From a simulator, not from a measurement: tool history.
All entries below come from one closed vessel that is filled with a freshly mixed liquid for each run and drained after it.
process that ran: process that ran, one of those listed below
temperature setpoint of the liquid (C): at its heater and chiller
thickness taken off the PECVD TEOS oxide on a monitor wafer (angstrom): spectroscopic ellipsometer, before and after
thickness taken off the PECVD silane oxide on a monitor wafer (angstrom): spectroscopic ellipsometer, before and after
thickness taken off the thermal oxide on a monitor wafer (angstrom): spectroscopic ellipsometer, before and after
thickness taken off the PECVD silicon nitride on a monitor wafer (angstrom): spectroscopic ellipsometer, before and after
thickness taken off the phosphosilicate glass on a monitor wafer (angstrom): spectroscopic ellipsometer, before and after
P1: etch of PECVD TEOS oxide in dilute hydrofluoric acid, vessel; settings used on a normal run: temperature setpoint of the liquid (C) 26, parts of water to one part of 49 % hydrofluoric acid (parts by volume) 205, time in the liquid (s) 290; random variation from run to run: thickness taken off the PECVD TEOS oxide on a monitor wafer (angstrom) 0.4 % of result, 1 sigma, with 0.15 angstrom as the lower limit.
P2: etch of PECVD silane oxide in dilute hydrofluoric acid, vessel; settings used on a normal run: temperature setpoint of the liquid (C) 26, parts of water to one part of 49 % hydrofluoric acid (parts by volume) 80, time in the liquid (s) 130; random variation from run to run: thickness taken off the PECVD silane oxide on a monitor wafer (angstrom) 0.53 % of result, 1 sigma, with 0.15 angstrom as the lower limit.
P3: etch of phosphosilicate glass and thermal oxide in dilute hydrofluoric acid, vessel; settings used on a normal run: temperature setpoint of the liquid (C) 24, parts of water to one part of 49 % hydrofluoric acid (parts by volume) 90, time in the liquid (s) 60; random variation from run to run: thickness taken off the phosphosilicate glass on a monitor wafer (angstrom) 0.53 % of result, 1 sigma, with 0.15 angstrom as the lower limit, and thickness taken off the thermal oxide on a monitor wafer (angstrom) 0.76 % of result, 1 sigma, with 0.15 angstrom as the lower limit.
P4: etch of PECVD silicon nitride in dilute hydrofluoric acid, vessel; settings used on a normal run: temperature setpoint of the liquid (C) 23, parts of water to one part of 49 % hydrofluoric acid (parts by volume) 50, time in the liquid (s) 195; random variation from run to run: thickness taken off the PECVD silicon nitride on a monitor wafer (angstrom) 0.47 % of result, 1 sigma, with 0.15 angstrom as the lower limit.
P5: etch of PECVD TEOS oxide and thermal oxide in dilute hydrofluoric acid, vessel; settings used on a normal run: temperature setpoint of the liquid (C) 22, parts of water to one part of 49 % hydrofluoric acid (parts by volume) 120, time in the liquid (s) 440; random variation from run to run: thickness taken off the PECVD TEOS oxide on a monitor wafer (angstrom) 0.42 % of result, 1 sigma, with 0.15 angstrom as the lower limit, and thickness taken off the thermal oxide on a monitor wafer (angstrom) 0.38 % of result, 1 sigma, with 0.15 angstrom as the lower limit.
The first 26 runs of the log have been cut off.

run,day,process that ran,temperature setpoint of the liquid (C),parts of water to one part of 49 % hydrofluoric acid (parts by volume),time in the liquid (s),hours since the thermometer was replaced,hours since the hydrofluoric acid flow meter was replaced,thickness taken off the PECVD TEOS oxide on a monitor wafer (angstrom),thickness taken off the PECVD silane oxide on a monitor wafer (angstrom),thickness taken off the thermal oxide on a monitor wafer (angstrom),thickness taken off the PECVD silicon nitride on a monitor wafer (angstrom),thickness taken off the phosphosilicate glass on a monitor wafer (angstrom)
# day 11.754: hydrofluoric acid flow meter replaced
27,11.967,P2,33.5,80,130,127.9,5.1,,339.77,,,
28,12.521,P3,24,90,115,141.2,18.4,,,61.91,,774.92
29,13.15,P5,27,120,440,156.3,33.5,506,,192.63,,
30,13.625,P3,24,165,60,167.7,44.9,,,16.223,,203.31
31,14,P1,26,205,290,176.7,53.9,113.35,,,,
32,14.367,P1,26,205,290,185.5,62.7,113.91,,,,
33,14.708,P1,26,205,290,193.7,70.9,117.52,,,,
34,15.158,P1,26,205,290,204.5,81.7,119.35,,,,
35,15.546,P1,26,205,290,213.8,91,119.65,,,,
36,15.846,P1,26,205,290,221,98.2,120.08,,,,

Run 37 has not been measured yet. What should we expect?
37,16.171,P1,26,205,290,228.8,106,?,,,,

{"run 37": {"thickness taken off the PECVD TEOS oxide on a monitor wafer (angstrom)": 122.18}}

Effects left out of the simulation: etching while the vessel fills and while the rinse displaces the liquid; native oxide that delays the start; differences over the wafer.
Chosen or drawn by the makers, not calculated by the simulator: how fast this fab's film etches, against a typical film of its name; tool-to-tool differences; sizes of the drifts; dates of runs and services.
